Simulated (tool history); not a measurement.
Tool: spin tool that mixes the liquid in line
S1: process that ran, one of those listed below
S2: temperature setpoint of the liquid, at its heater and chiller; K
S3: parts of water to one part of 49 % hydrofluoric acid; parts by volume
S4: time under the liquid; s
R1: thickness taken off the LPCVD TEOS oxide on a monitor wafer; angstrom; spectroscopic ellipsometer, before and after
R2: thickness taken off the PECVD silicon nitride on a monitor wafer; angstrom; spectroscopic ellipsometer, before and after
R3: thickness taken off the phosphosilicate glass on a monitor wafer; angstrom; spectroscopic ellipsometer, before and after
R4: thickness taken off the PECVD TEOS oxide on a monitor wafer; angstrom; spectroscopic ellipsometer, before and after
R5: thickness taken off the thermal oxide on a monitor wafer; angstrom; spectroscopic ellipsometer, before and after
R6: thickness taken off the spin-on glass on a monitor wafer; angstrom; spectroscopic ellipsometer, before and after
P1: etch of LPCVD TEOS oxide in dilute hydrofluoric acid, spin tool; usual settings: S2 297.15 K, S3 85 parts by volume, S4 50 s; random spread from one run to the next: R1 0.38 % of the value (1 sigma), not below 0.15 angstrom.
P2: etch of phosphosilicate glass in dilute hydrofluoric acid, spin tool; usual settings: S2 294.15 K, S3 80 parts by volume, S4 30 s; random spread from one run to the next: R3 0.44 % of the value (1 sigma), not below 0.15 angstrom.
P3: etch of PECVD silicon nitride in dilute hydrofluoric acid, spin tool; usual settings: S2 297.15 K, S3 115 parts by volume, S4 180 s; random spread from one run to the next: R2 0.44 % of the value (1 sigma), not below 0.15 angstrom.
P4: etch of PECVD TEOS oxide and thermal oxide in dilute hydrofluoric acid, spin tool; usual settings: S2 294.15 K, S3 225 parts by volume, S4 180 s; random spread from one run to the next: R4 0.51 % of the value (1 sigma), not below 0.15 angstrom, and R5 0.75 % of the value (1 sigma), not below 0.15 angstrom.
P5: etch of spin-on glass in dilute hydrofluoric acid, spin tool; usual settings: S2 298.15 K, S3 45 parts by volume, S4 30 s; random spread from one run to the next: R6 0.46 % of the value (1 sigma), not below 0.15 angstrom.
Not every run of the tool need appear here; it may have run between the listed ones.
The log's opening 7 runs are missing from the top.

{"run": 8, "hour": 24.4, "S1": "P1", "S2": 303.65, "S3": 85, "S4": 50, "R1": 254.32}
{"run": 9, "hour": 28.6, "S1": "P2", "S2": 290.15, "S3": 80, "S4": 30, "R3": 201.28}
{"run": 10, "hour": 30.9, "S1": "P1", "S2": 290.65, "S3": 85, "S4": 50, "R1": 149.75}
{"run": 11, "hour": 33.8, "S1": "P4", "S2": 294.15, "S3": 225, "S4": 355, "R4": 221.77, "R5": 57.342}
{"run": 12, "hour": 38.3, "S1": "P1", "S2": 297.15, "S3": 85, "S4": 50, "R1": 195.8}
{"run": 13, "hour": 41.2, "S1": "P1", "S2": 297.15, "S3": 20, "S4": 50, "R1": 905.07}
{"run": 14, "hour": 45.6, "S1": "P1", "S2": 297.15, "S3": 145, "S4": 50, "R1": 106.61}
{"run": 15, "hour": 50.0, "S1": "P1", "S2": 297.15, "S3": 85, "S4": 50, "R1": 195.4}
{"run": 16, "hour": 54.3, "S1": "P1", "S2": 297.15, "S3": 85, "S4": 15, "R1": 58.443}
{"run": 17, "hour": 58.0, "S1": "P2", "S2": 294.15, "S3": 40, "S4": 30, "R3": 501.07}
{"run": 18, "hour": 60.6, "S1": "P2", "S2": 294.15, "S3": 80, "S4": 15, "R3": 119.14}
{"run": 19, "hour": 62.8, "S1": "P3", "S2": 297.15, "S3": 115, "S4": 180, "R2": 65.664}
{"run": 20, "hour": 65.6, "S1": "P1", "S2": 297.15, "S3": 145, "S4": 90, "R1": 191.97}
{"run": 21, "hour": 69.3, "S1": "P1", "S2": 297.15, "S3": 55, "S4": 20, "R1": 126.2}
{"run": 22, "hour": 72.4, "S1": "P3", "S2": 297.15, "S3": 115, "S4": 25, "R2": 9.0754}
{"run": 23, "hour": 75.2, "S1": "P4", "S2": 294.15, "S3": 225, "S4": 180, "R4": 112.92, "R5": 29.226}
{"run": 24, "hour": 79.6, "S1": "P5", "S2": 294.15, "S3": 45, "S4": 30, "R6": 167.25}
{"run": 25, "hour": 82.1, "S1": "P5", "S2": 298.15, "S3": 45, "S4": 30, "R6": 197.98}

Run 26, settings as shown, results not yet in. Your forecast:
{"run": 26, "hour": 85.0, "S1": "P1", "S2": 297.15, "S3": 85, "S4": 50, "R1": "?"}

R1: 194.970 angstrom

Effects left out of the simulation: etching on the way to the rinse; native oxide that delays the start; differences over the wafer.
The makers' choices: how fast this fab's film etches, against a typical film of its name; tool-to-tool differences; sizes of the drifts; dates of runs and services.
